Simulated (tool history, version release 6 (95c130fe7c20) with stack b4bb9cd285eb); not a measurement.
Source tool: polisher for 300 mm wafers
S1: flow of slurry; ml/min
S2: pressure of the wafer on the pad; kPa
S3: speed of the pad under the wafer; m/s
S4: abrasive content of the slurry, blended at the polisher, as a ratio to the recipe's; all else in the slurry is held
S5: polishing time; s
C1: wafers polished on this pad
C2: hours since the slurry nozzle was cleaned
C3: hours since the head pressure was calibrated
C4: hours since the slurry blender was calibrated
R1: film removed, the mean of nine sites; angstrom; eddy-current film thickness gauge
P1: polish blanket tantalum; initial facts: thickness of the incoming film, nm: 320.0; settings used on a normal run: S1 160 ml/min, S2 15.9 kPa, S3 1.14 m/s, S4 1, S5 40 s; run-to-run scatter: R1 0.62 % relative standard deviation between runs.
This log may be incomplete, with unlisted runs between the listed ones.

run 1 hour=4.8 | S1=160 S2=15.9 S3=1.14 S4=1 S5=40 | C1=760 C2=172.3 C3=474 C4=17.8 | R1=861.24
run 2 hour=13 | S1=160 S2=11 S3=1.14 S4=1 S5=40 | C1=869 C2=180.5 C3=482.2 C4=26 | R1=589.9
run 3 hour=20.3 | S1=160 S2=15.9 S3=1.14 S4=1 S5=40 | C1=965 C2=187.8 C3=489.5 C4=33.3 | R1=850.93
run 4 hour=24.6 | S1=160 S2=15.9 S3=1.14 S4=1 S5=40 | C1=1022 C2=192.1 C3=493.8 C4=37.6 | R1=843.59
run 5 hour=28.6 | S1=160 S2=15.9 S3=1.14 S4=1 S5=62 | C1=1075 C2=196.1 C3=497.8 C4=41.6 | R1=1312.6
run 6 hour=34.8 | S1=235 S2=15.9 S3=1.14 S4=1 S5=40 | C1=1157 C2=202.3 C3=504 C4=47.8 | R1=910.97
run 7 hour=40.9 | S1=160 S2=9.7 S3=1.48 S4=1 S5=40 | C1=1238 C2=208.4 C3=510.1 C4=53.9 | R1=680.46
run 8 hour=44.6 | S1=160 S2=23.4 S3=1.14 S4=1 S5=40 | C1=1287 C2=212.1 C3=513.8 C4=57.6 | R1=1252.7
run 9 hour=48.6 | S1=160 S2=15.9 S3=1.14 S4=1 S5=19 | C1=1339 C2=216.1 C3=517.8 C4=61.6 | R1=407.44
run 10 hour=55.8 | S1=160 S2=15.9 S3=1.14 S4=0.65 S5=40 | C1=1435 C2=223.3 C3=525 C4=68.8 | R1=736.7
run 11 hour=63 | S1=160 S2=15.9 S3=1.14 S4=1 S5=40 | C1=1530 C2=230.5 C3=532.2 C4=76 | R1=853.65
run 12 hour=68.5 | S1=110 S2=15.9 S3=1.14 S4=1 S5=40 | C1=1603 C2=236 C3=537.7 C4=81.5 | R1=802.84
run 13 hour=72.8 | S1=160 S2=15.9 S3=0.64 S4=1 S5=40 | C1=1659 C2=240.3 C3=542 C4=85.8 | R1=480.93
run 14 hour=78.6 | S1=160 S2=15.9 S3=1.68 S4=1 S5=40 | C1=1736 C2=246.1 C3=547.8 C4=91.6 | R1=1255
run 15 hour=84.5 | S1=160 S2=15.9 S3=1.14 S4=1.45 S5=40 | C1=1814 C2=252 C3=553.7 C4=97.5 | R1=944.28
run 16 hour=90.5 | S1=160 S2=15.9 S3=1.14 S4=1 S5=40 | C1=1893 C2=258 C3=559.7 C4=103.5 | R1=858.66

What will run 17 give?
run 17 hour=96 | S1=160 S2=15.9 S3=1.14 S4=1 S5=40 | C1=1966 C2=263.5 C3=565.2 C4=109 | R1=?

Run 17 came out at R1 821.49 angstrom.

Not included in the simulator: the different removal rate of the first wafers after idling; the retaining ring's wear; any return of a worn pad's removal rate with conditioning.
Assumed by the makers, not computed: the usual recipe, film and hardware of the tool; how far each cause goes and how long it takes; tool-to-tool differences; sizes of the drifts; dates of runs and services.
